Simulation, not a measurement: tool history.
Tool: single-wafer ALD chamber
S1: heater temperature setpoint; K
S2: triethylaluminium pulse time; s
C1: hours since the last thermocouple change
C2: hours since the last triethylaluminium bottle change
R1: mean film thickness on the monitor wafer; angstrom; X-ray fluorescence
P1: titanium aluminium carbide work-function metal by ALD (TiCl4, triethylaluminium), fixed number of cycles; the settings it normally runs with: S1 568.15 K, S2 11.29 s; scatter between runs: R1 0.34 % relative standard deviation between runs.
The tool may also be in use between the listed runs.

Run 1, day 0.254: S1 568.15 K, S2 11.29 s; C1 707.1; C2 422.3. Result: R1 20.099 angstrom.
Run 2, day 0.475: S1 568.15 K, S2 5.13 s; C1 712.4; C2 427.6. Result: R1 16.864 angstrom.
Run 3, day 0.725: S1 580.15 K, S2 18.30 s; C1 718.4; C2 433.6. Result: R1 21.399 angstrom.
At day 0.838: thermocouple changed; heater temperature recalibrated.
Run 4, day 0.896: S1 568.15 K, S2 17.82 s; C1 1.5; C2 437.7. Result: R1 20.314 angstrom.
Run 5, day 1.171: S1 568.15 K, S2 11.29 s; C1 8.1; C2 444.3. Result: R1 19.902 angstrom.
Run 6, day 1.438: S1 568.15 K, S2 11.29 s; C1 14.5; C2 450.7. Result: R1 19.981 angstrom.
At day 1.446: triethylaluminium bottle replaced.
Run 7, day 1.738: S1 593.15 K, S2 11.29 s; C1 21.7; C2 7.1. Result: R1 22.346 angstrom.
Run 8, day 2.042: S1 568.15 K, S2 11.29 s; C1 29.0; C2 14.4. Result: R1 20.013 angstrom.
Run 9, day 2.188: S1 547.15 K, S2 11.29 s; C1 32.5; C2 17.9. Result: R1 18.207 angstrom.
Run 10, day 2.408: S1 568.15 K, S2 11.29 s; C1 37.8; C2 23.2. Result: R1 20.116 angstrom.
Run 11, day 2.579: S1 568.15 K, S2 11.29 s; C1 41.9; C2 27.3. Result: R1 19.870 angstrom.

The next listed run, before its measurement:
Run 12, day 2.733: S1 568.15 K, S2 11.29 s; C1 45.6; C2 31.0. Result: R1 ?.

{"run 12": {"R1": 19.637}}

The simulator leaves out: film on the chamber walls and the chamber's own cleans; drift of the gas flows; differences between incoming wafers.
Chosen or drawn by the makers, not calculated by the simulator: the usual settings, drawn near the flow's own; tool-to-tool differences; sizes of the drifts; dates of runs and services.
